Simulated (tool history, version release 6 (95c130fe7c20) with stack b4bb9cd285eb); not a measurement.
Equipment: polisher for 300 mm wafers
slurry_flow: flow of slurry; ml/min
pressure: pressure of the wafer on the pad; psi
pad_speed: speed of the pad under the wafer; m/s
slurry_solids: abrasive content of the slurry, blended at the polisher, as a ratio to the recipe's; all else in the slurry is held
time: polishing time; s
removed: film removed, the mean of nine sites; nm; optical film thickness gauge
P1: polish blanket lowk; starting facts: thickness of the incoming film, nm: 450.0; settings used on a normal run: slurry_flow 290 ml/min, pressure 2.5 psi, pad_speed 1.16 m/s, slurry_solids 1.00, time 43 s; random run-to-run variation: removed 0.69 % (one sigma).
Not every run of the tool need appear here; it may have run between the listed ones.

run	hour	slurry_flow	pressure	pad_speed	slurry_solids	time	wafers polished on this pad	hours since the slurry nozzle was cleaned	hours since the head pressure was calibrated	hours since the slurry blender was calibrated	hours since the conditioning disc was replaced	removed
1	6.7	290	2.5	1.16	1.00	43	464	478.9	94.8	128.3	38.2	30.177
2	12.7	175	2.5	1.16	1.00	43	526	484.9	100.8	134.3	44.2	28.663
3	17.1	290	2.5	1.16	1.00	31	571	489.3	105.2	138.7	48.6	21.758
4	22.7	210	2.5	1.16	1.00	24	628	494.9	110.8	144.3	54.2	16.249
5	30.5	445	2.5	1.16	1.00	43	708	502.7	118.6	152.1	62.0	31.014
6	37.9	290	2.5	1.16	0.60	43	784	510.1	126.0	159.5	69.4	23.206
7	45.9	290	2.5	1.16	1.00	43	866	518.1	134.0	167.5	77.4	30.190
8	51.8	290	2.5	1.16	1.00	68	927	524.0	139.9	173.4	83.3	47.898
9	57.7	290	2.5	1.16	1.00	43	987	529.9	145.8	179.3	89.2	30.285
10	62.1	290	3.6	0.68	1.00	43	1032	534.3	150.2	183.7	93.6	28.383
11	69.6	290	2.5	1.16	1.00	43	1109	541.8	157.7	191.2	101.1	30.642
12	77.1	290	2.5	1.16	1.00	43	1186	549.3	165.2	198.7	108.6	30.303
13	84.2	290	3.8	1.16	1.00	43	1259	556.4	172.3	205.8	115.7	46.152
14	92.1	290	2.5	1.58	1.00	43	1340	564.3	180.2	213.7	123.6	38.633
15	100.0	290	2.5	0.54	1.00	43	1421	572.2	188.1	221.6	131.5	16.593
16	106.6	290	2.5	1.16	1.00	43	1489	578.8	194.7	228.2	138.1	30.311
17	113.1	290	1.5	1.16	1.00	43	1555	585.3	201.2	234.7	144.6	17.998
18	118.9	290	2.5	1.16	1.35	43	1615	591.1	207.0	240.5	150.4	34.635
19	125.2	290	2.5	1.16	1.00	43	1679	597.4	213.3	246.8	156.7	30.610
20	132.8	290	2.5	1.16	1.00	43	1757	605.0	220.9	254.4	164.3	29.322
21	138.0	290	2.5	1.16	1.00	43	1811	610.2	226.1	259.6	169.5	28.543
22	144.9	290	2.5	1.16	1.00	43	1881	617.1	233.0	266.5	176.4	28.404
23	151.7	290	2.5	1.16	1.00	43	1951	623.9	239.8	273.3	183.2	27.888
# hour 155.5: conditioning disc replaced and pad reconditioned
24	159.1	290	2.5	1.16	1.00	43	2027	631.3	247.2	280.7	3.6	27.370
25	166.2	290	2.5	1.16	1.00	43	2100	638.4	254.3	287.8	10.7	27.268
26	173.9	290	2.5	1.16	1.00	43	2179	646.1	262.0	295.5	18.4	27.136
# hour 176.6: head pressure recalibrated
27	180.2	290	2.5	1.16	1.00	43	2243	652.4	3.7	301.8	24.7	26.998
# hour 180.4: slurry nozzle cleaned
28	187.9	290	2.5	1.16	1.00	43	2322	7.5	11.4	309.5	32.4	27.068
29	193.0	290	2.5	1.16	1.00	43	2374	12.6	16.5	314.6	37.5	27.156
30	200.7	290	2.5	1.16	1.00	43	2453	20.3	24.2	322.3	45.2	27.074

Something has made what P1 gives creep away from where it was; the 2 causes below, each at its own stated size, fit the log equally well:
A: abrasive missing from the slurry, % = 21.2
B: removal rate lost through wear of the pad, % = 10.9
The gradual shift began around hour 125.2.
Why every other cause is out:
slurry flow missing at the pad, %: work on it at hour 180.4, done after the drift set in, did not restore what the process gave before
head's pressure below its setpoint, %: work on it at hour 176.6, done after the drift set in, did not restore what the process gave before
time polished since the conditioner stopped cutting, s: work on it at hour 155.5, done after the drift set in, did not restore what the process gave before

Each of the check runs listed below is run on 5 wafers and reports their average, with the results left as question marks. Pick the one under which the possible causes would lead to clearly different results.
check 1	208.4	175	2.5	1.16	1.00	43						?
check 2	208.4	345	2.5	0.70	1.00	43						?
check 3	208.4	225	3.3	1.16	1.00	43						?
check 4	208.4	200	2.5	1.16	0.65	43						?

Predicted outcomes, by check and by cause:
check	result	if A	if B
check 1	removed	25.439	25.438
check 2	removed	18.290	18.290
check 3	removed	34.711	34.710
check 4	removed	20.298	20.819
Minimum pairwise separation of causes per check, each pair taken at its best-separating result: check 1 0 %; check 2 0 %; check 3 0 %; check 4 2.53 %
Check 4 tells the causes apart: in the others they would give nearly the same result.

After running check 4, the following was obtained: removed 20.216 nm. Which cause does this point to?

It was cause A: abrasive missing from the slurry, %.
